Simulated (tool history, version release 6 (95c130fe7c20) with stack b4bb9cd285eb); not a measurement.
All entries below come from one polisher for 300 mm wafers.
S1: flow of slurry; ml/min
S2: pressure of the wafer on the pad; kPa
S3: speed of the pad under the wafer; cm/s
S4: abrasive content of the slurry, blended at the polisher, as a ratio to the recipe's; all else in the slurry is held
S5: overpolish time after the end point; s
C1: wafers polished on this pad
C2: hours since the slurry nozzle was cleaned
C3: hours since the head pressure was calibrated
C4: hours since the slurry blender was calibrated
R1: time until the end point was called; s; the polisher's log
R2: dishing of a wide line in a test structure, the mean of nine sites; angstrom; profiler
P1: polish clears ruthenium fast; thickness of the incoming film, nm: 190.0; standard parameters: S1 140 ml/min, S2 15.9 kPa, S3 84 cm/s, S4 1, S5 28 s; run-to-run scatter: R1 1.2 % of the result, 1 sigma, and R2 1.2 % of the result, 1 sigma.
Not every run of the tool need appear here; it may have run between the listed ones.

{"run": 1, "hour": 8.5, "S1": 140, "S2": 15.9, "S3": 84, "S4": 1, "S5": 28, "C1": 418, "C2": 374, "C3": 472.6, "C4": 68.6, "R1": 56.282, "R2": 255.93}
{"run": 2, "hour": 14.5, "S1": 140, "S2": 12.4, "S3": 42, "S4": 1, "S5": 28, "C1": 460, "C2": 380, "C3": 478.6, "C4": 74.6, "R1": 143.35, "R2": 188.24}
{"run": 3, "hour": 20.4, "S1": 140, "S2": 15.9, "S3": 46, "S4": 1, "S5": 28, "C1": 502, "C2": 385.9, "C3": 484.5, "C4": 80.5, "R1": 101.24, "R2": 222.76}
{"run": 4, "hour": 25.2, "S1": 140, "S2": 15.9, "S3": 84, "S4": 0.55, "S5": 28, "C1": 536, "C2": 390.7, "C3": 489.3, "C4": 85.3, "R1": 78.725, "R2": 239.53}
{"run": 5, "hour": 30.1, "S1": 140, "S2": 15.9, "S3": 84, "S4": 1, "S5": 44, "C1": 570, "C2": 395.6, "C3": 494.2, "C4": 90.2, "R1": 56.019, "R2": 266.5}
{"run": 6, "hour": 36.8, "S1": 140, "S2": 15.9, "S3": 84, "S4": 1.4, "S5": 28, "C1": 618, "C2": 402.3, "C3": 500.9, "C4": 96.9, "R1": 48.369, "R2": 263.53}
{"run": 7, "hour": 41.2, "S1": 140, "S2": 24.8, "S3": 84, "S4": 1, "S5": 28, "C1": 649, "C2": 406.7, "C3": 505.3, "C4": 101.3, "R1": 36.057, "R2": 266.32}
{"run": 8, "hour": 50.1, "S1": 175, "S2": 15.9, "S3": 84, "S4": 1, "S5": 9, "C1": 711, "C2": 415.6, "C3": 514.2, "C4": 110.2, "R1": 54.858, "R2": 176.29}
{"run": 9, "hour": 58.5, "S1": 180, "S2": 15.9, "S3": 84, "S4": 1, "S5": 28, "C1": 771, "C2": 424, "C3": 522.6, "C4": 118.6, "R1": 52.565, "R2": 260.24}
{"run": 10, "hour": 67.5, "S1": 140, "S2": 15.9, "S3": 84, "S4": 1, "S5": 9, "C1": 834, "C2": 433, "C3": 531.6, "C4": 127.6, "R1": 58.176, "R2": 169.51}
{"run": 11, "hour": 72.8, "S1": 140, "S2": 15.9, "S3": 118, "S4": 1, "S5": 28, "C1": 871, "C2": 438.3, "C3": 536.9, "C4": 132.9, "R1": 40.097, "R2": 265.3}
{"run": 12, "hour": 77.3, "S1": 140, "S2": 15.9, "S3": 84, "S4": 1, "S5": 28, "C1": 903, "C2": 442.8, "C3": 541.4, "C4": 137.4, "R1": 57.629, "R2": 255.34}
{"run": 13, "hour": 84.1, "S1": 140, "S2": 15.9, "S3": 84, "S4": 1, "S5": 28, "C1": 951, "C2": 449.6, "C3": 548.2, "C4": 144.2, "R1": 56.53, "R2": 255.66}
{"run": 14, "hour": 90.3, "S1": 85, "S2": 15.9, "S3": 84, "S4": 1, "S5": 28, "C1": 995, "C2": 455.8, "C3": 554.4, "C4": 150.4, "R1": 61.785, "R2": 250.24}
{"run": 15, "hour": 96.7, "S1": 140, "S2": 15.9, "S3": 84, "S4": 1, "S5": 28, "C1": 1040, "C2": 462.2, "C3": 560.8, "C4": 156.8, "R1": 56.552, "R2": 251.07}
{"run": 16, "hour": 104.7, "S1": 140, "S2": 15.9, "S3": 84, "S4": 1, "S5": 28, "C1": 1096, "C2": 470.2, "C3": 568.8, "C4": 164.8, "R1": 56.928, "R2": 253.99}
{"run": 17, "hour": 109.6, "S1": 140, "S2": 9.7, "S3": 84, "S4": 1, "S5": 28, "C1": 1131, "C2": 475.1, "C3": 573.7, "C4": 169.7, "R1": 92.808, "R2": 229.74}
{"run": 18, "hour": 114.2, "S1": 140, "S2": 15.9, "S3": 84, "S4": 1, "S5": 28, "C1": 1163, "C2": 479.7, "C3": 578.3, "C4": 174.3, "R1": 56.597, "R2": 254.32}
{"run": 19, "hour": 118.6, "S1": 140, "S2": 15.9, "S3": 84, "S4": 1, "S5": 28, "C1": 1194, "C2": 484.1, "C3": 582.7, "C4": 178.7, "R1": 57.959, "R2": 251.72}
{"run": 20, "hour": 123.6, "S1": 140, "S2": 15.9, "S3": 84, "S4": 1, "S5": 28, "C1": 1229, "C2": 489.1, "C3": 587.7, "C4": 183.7, "R1": 60.539, "R2": 250.56}

Estimate the outcome of run 21 from the log above:
{"run": 21, "hour": 128.2, "S1": 140, "S2": 15.9, "S3": 84, "S4": 1, "S5": 28, "C1": 1262, "C2": 493.7, "C3": 592.3, "C4": 188.3, "R1": "?", "R2": "?"}

{"run 21": {"R1": 60.979, "R2": 255.95}}

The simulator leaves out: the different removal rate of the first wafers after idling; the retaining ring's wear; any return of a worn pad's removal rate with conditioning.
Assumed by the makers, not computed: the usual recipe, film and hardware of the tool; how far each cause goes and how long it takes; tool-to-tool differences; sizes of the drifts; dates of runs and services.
